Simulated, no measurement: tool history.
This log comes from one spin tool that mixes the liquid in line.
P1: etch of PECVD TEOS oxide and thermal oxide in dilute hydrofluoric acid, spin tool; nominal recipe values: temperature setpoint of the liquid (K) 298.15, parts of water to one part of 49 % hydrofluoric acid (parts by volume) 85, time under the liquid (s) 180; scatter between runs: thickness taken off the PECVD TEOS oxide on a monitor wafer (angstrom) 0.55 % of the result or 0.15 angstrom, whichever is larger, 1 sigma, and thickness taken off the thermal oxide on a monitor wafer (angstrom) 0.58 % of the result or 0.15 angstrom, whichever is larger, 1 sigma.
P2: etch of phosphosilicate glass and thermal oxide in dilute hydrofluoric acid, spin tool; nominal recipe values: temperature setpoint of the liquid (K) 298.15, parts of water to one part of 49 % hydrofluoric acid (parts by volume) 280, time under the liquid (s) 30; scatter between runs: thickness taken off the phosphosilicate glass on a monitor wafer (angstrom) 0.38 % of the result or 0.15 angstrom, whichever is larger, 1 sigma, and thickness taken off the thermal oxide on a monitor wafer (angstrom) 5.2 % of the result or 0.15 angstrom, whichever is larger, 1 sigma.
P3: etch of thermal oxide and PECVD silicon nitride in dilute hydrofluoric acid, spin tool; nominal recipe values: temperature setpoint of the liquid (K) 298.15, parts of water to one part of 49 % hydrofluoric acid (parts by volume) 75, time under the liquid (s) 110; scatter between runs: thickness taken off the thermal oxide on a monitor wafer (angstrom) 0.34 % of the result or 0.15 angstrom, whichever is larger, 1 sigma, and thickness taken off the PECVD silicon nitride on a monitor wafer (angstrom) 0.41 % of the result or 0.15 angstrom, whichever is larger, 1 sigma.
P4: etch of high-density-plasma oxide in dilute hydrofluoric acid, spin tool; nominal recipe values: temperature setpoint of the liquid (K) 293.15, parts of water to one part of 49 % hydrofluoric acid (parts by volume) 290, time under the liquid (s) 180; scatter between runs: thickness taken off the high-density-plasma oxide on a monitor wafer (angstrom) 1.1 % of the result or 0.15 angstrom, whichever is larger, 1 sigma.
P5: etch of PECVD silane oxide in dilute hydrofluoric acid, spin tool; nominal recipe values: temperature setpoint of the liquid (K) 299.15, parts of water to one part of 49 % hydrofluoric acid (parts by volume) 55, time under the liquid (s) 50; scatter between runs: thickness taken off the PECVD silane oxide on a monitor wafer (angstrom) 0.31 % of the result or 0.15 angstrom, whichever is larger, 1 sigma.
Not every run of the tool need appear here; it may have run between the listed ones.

| run | hour | process that ran | temperature setpoint of the liquid (K) | parts of water to one part of 49 % hydrofluoric acid (parts by volume) | time under the liquid (s) | thickness taken off the PECVD TEOS oxide on a monitor wafer (angstrom) | thickness taken off the thermal oxide on a monitor wafer (angstrom) | thickness taken off the high-density-plasma oxide on a monitor wafer (angstrom) | thickness taken off the PECVD silane oxide on a monitor wafer (angstrom) | thickness taken off the phosphosilicate glass on a monitor wafer (angstrom) | thickness taken off the PECVD silicon nitride on a monitor wafer (angstrom) |
|---|---|---|---|---|---|---|---|---|---|---|---|
| 1 | 13.9 | P1 | 298.15 | 85 | 180 | 323.68 | 103.03 |  |  |  |  |
| 2 | 30.2 | P1 | 298.15 | 85 | 95 | 171.57 | 54.374 |  |  |  |  |
| 3 | 43 | P4 | 293.15 | 290 | 180 |  |  | 21.84 |  |  |  |
| 4 | 61.6 | P5 | 299.15 | 55 | 50 |  |  |  | 372.57 |  |  |
| 5 | 79.6 | P4 | 293.15 | 525 | 180 |  |  | 10.176 |  |  |  |
| 6 | 94.2 | P2 | 290.15 | 280 | 30 |  | 3.529 |  |  | 59.286 |  |
| 7 | 106.9 | P1 | 298.15 | 35 | 180 | 840.2 | 268.45 |  |  |  |  |
| 8 | 116.5 | P1 | 298.15 | 85 | 180 | 322.5 | 103.47 |  |  |  |  |
| 9 | 128.2 | P2 | 298.15 | 280 | 15 |  | 1.8998 |  |  | 39.152 |  |
| 10 | 139.8 | P1 | 298.15 | 85 | 180 | 323.44 | 104.02 |  |  |  |  |
| 11 | 154.5 | P1 | 298.15 | 85 | 350 | 628.27 | 202.12 |  |  |  |  |
| 12 | 164.5 | P1 | 298.15 | 130 | 180 | 200.9 | 64.335 |  |  |  |  |
| 13 | 173.6 | P3 | 298.15 | 75 | 110 |  | 79.517 |  |  |  | 50.2 |
| 14 | 186.3 | P4 | 290.15 | 290 | 180 |  |  | 19.812 |  |  |  |
| 15 | 195.7 | P1 | 298.15 | 85 | 180 | 323.4 | 103.44 |  |  |  |  |
| 16 | 204.4 | P5 | 299.15 | 20 | 50 |  |  |  | 1075.3 |  |  |
| 17 | 218 | P3 | 298.15 | 75 | 180 |  | 130.55 |  |  |  | 81.662 |
| 18 | 229.3 | P2 | 298.15 | 90 | 30 |  | 19.871 |  |  | 300.79 |  |
| 19 | 243.2 | P1 | 294.65 | 140 | 180 | 159.56 | 51.679 |  |  |  |  |
| 20 | 255.6 | P3 | 305.15 | 75 | 110 |  | 104.41 |  |  |  | 78.57 |
| 21 | 265.7 | P5 | 299.15 | 55 | 15 |  |  |  | 111.77 |  |  |
| 22 | 284.7 | P1 | 298.15 | 115 | 30 | 38.914 | 12.359 |  |  |  |  |
| 23 | 295.4 | P3 | 298.15 | 25 | 110 |  | 254.6 |  |  |  | 145.88 |
|  | 301.7 | hydrofluoric acid flow meter replaced |
| 24 | 303.8 | P1 | 290.65 | 85 | 180 | 236.33 | 75.628 |  |  |  |  |
| 25 | 313.8 | P5 | 307.15 | 55 | 50 |  |  |  | 510.34 |  |  |
| 26 | 329.6 | P1 | 298.15 | 85 | 180 | 322.44 | 103.41 |  |  |  |  |
| 27 | 345.3 | P4 | 293.15 | 290 | 300 |  |  | 37.087 |  |  |  |
| 28 | 360.9 | P2 | 298.15 | 280 | 30 |  | 4.6039 |  |  | 78.503 |  |
| 29 | 372.3 | P1 | 305.15 | 85 | 180 | 422.95 | 134.48 |  |  |  |  |
| 30 | 382.9 | P1 | 298.15 | 85 | 180 | 324.58 | 103.52 |  |  |  |  |
| 31 | 394.7 | P1 | 298.15 | 85 | 180 | 314.6 | 99.764 |  |  |  |  |
| 32 | 411.1 | P1 | 298.15 | 85 | 180 | 307.45 | 97.545 |  |  |  |  |
| 33 | 424.5 | P1 | 298.15 | 85 | 180 | 305.04 | 97.03 |  |  |  |  |
| 34 | 442.7 | P1 | 298.15 | 85 | 180 | 302.11 | 96.375 |  |  |  |  |
| 35 | 458.8 | P1 | 298.15 | 85 | 180 | 298.98 | 96.333 |  |  |  |  |
| 36 | 473.8 | P1 | 298.15 | 85 | 180 | 298.37 | 94.846 |  |  |  |  |

The output of P1 has drifted from where it used to be. Each of the 2 causes below, taken at the size shown beside it, accounts for the log equally well:
A: liquid colder than its thermometer reads (K) = 1.97
B: hydrofluoric acid flow below the setpoint (%) = 6.84
The onset of the drift is placed at about hour 382.9.

Each of the 4 check runs below uses one wafer; its results are left as question marks. Which run tells the causes apart?
| check 1 | 488.8 | P2 | 291.65 | 185 | 30 |  | ? |  |  | ? |  |
| check 2 | 488.8 | P4 | 290.15 | 290 | 180 |  |  | ? |  |  |  |
| check 3 | 488.8 | P3 | 298.15 | 25 | 110 |  | ? |  |  |  | ? |
| check 4 | 488.8 | P5 | 305.65 | 25 | 50 |  |  |  | ? |  |  |

Check results expected under each cause:
| check | result | if A | if B |
|---|---|---|---|
| check 1 | thickness taken off the thermal oxide on a monitor wafer (angstrom) | 5.3993 | 5.3721 |
| check 1 | thickness taken off the phosphosilicate glass on a monitor wafer (angstrom) | 94.66 | 94.184 |
| check 2 | thickness taken off the high-density-plasma oxide on a monitor wafer (angstrom) | 18.339 | 18.107 |
| check 3 | thickness taken off the thermal oxide on a monitor wafer (angstrom) | 234.98 | 237.15 |
| check 3 | thickness taken off the PECVD silicon nitride on a monitor wafer (angstrom) | 128.05 | 136.81 |
| check 4 | thickness taken off the PECVD silane oxide on a monitor wafer (angstrom) | 1030.1 | 1034.5 |
Per-check spread between the two closest causes, in the result where they differ most: check 1 0.5 %; check 2 1.27 %; check 3 6.62 %; check 4 0.43 %
The other checks would show nearly matching results whichever cause is true, so check 3 is the only one that separates the causes.

After running check 3, the following was obtained: thickness taken off the thermal oxide on a monitor wafer (angstrom) 238.4; thickness taken off the PECVD silicon nitride on a monitor wafer (angstrom) 138.01. Which cause does this point to?

Of the candidate causes, it is B: hydrofluoric acid flow below the setpoint (%).
